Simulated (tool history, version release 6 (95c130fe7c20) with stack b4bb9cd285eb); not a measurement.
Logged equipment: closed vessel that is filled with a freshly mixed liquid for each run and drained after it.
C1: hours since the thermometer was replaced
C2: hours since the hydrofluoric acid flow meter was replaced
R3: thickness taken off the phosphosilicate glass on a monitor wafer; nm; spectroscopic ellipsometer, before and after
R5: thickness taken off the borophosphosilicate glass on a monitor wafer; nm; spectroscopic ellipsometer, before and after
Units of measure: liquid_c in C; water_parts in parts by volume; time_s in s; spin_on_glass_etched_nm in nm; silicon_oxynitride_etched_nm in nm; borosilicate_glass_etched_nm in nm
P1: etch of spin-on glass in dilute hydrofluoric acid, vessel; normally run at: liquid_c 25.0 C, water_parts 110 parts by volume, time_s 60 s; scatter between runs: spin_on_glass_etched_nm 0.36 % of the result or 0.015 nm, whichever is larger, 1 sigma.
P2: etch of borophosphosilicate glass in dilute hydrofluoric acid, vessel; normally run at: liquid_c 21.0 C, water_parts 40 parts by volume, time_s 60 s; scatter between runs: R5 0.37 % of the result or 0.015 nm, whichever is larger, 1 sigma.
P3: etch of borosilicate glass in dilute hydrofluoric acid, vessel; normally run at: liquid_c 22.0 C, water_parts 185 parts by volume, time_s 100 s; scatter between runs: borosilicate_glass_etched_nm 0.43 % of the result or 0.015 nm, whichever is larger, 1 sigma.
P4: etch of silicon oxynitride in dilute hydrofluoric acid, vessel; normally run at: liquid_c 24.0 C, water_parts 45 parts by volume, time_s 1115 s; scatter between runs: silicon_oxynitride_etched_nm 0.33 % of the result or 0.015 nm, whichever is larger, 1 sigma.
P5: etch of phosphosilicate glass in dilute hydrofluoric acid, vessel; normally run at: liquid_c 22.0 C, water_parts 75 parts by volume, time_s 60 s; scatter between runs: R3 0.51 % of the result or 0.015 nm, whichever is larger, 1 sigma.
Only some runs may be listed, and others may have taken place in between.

Run 1, day 0.271: process P1, liquid_c 25.0 C, water_parts 110 parts by volume, time_s 60 s; C1 263.3; C2 413.4. Result: spin_on_glass_etched_nm 22.712 nm.
Run 2, day 0.746: process P4, liquid_c 24.0 C, water_parts 45 parts by volume, time_s 2200 s; C1 274.7; C2 424.8. Result: silicon_oxynitride_etched_nm 109.570 nm.
Run 3, day 1.083: process P4, liquid_c 17.0 C, water_parts 45 parts by volume, time_s 1115 s; C1 282.8; C2 432.9. Result: silicon_oxynitride_etched_nm 39.034 nm.
Run 4, day 1.333: process P1, liquid_c 25.0 C, water_parts 60 parts by volume, time_s 60 s; C1 288.8; C2 438.9. Result: spin_on_glass_etched_nm 44.363 nm.
Run 5, day 1.758: process P5, liquid_c 22.0 C, water_parts 75 parts by volume, time_s 60 s; C1 299.0; C2 449.1. Result: R3 128.160 nm.
Run 6, day 2.138: process P1, liquid_c 25.0 C, water_parts 110 parts by volume, time_s 90 s; C1 308.1; C2 458.2. Result: spin_on_glass_etched_nm 34.119 nm.
Run 7, day 2.621: process P3, liquid_c 22.0 C, water_parts 185 parts by volume, time_s 100 s; C1 319.7; C2 469.8. Result: borosilicate_glass_etched_nm 15.9400 nm.
Run 8, day 2.979: process P4, liquid_c 24.0 C, water_parts 45 parts by volume, time_s 1115 s; C1 328.3; C2 478.4. Result: silicon_oxynitride_etched_nm 55.679 nm.
Run 9, day 3.208: process P2, liquid_c 21.0 C, water_parts 40 parts by volume, time_s 110 s; C1 333.8; C2 483.9. Result: R5 132.570 nm.
Run 10, day 3.579: process P2, liquid_c 21.0 C, water_parts 70 parts by volume, time_s 60 s; C1 342.7; C2 492.8. Result: R5 40.000 nm.
Run 11, day 3.812: process P5, liquid_c 22.0 C, water_parts 75 parts by volume, time_s 100 s; C1 348.3; C2 498.4. Result: R3 212.370 nm.
Run 12, day 4.162: process P3, liquid_c 22.0 C, water_parts 40 parts by volume, time_s 100 s; C1 356.7; C2 506.8. Result: borosilicate_glass_etched_nm 86.7930 nm.
Run 13, day 4.508: process P2, liquid_c 21.0 C, water_parts 40 parts by volume, time_s 60 s; C1 365.0; C2 515.1. Result: R5 71.604 nm.
Run 14, day 4.933: process P3, liquid_c 22.0 C, water_parts 185 parts by volume, time_s 100 s; C1 375.2; C2 525.3. Result: borosilicate_glass_etched_nm 15.9880 nm.
Run 15, day 5.346: process P1, liquid_c 25.0 C, water_parts 160 parts by volume, time_s 60 s; C1 385.1; C2 535.2. Result: spin_on_glass_etched_nm 14.782 nm.
Run 16, day 5.800: process P5, liquid_c 22.0 C, water_parts 75 parts by volume, time_s 60 s; C1 396.0; C2 546.1. Result: R3 127.610 nm.
Run 17, day 6.083: process P1, liquid_c 25.0 C, water_parts 110 parts by volume, time_s 60 s; C1 402.8; C2 552.9. Result: spin_on_glass_etched_nm 22.886 nm.
Run 18, day 6.317: process P2, liquid_c 29.0 C, water_parts 40 parts by volume, time_s 60 s; C1 408.4; C2 558.5. Result: R5 100.520 nm.
Run 19, day 6.725: process P3, liquid_c 22.0 C, water_parts 185 parts by volume, time_s 30 s; C1 418.2; C2 568.3. Result: borosilicate_glass_etched_nm 4.7381 nm.
At day 6.954: thermometer replaced.
Run 20, day 7.112: process P5, liquid_c 22.0 C, water_parts 120 parts by volume, time_s 60 s; C1 3.9; C2 577.6. Result: R3 75.994 nm.
Run 21, day 7.350: process P1, liquid_c 20.5 C, water_parts 110 parts by volume, time_s 60 s; C1 9.6; C2 583.3. Result: spin_on_glass_etched_nm 19.099 nm.
Run 22, day 7.758: process P3, liquid_c 17.0 C, water_parts 185 parts by volume, time_s 100 s; C1 19.4; C2 593.1. Result: borosilicate_glass_etched_nm 13.1050 nm.
Run 23, day 8.008: process P1, liquid_c 32.0 C, water_parts 110 parts by volume, time_s 30 s; C1 25.4; C2 599.1. Result: spin_on_glass_etched_nm 14.846 nm.
Run 24, day 8.454: process P4, liquid_c 24.0 C, water_parts 25 parts by volume, time_s 1115 s; C1 36.1; C2 609.8. Result: silicon_oxynitride_etched_nm 101.600 nm.
Run 25, day 8.871: process P1, liquid_c 31.5 C, water_parts 110 parts by volume, time_s 60 s; C1 46.1; C2 619.8. Result: spin_on_glass_etched_nm 29.133 nm.

Run 26 is up next; what results do you expect?
Run 26, day 9.233: process P1, liquid_c 25.0 C, water_parts 110 parts by volume, time_s 30 s; C1 54.8; C2 628.5. Result: spin_on_glass_etched_nm ?.

{"run 26": {"spin_on_glass_etched_nm": 11.307}}
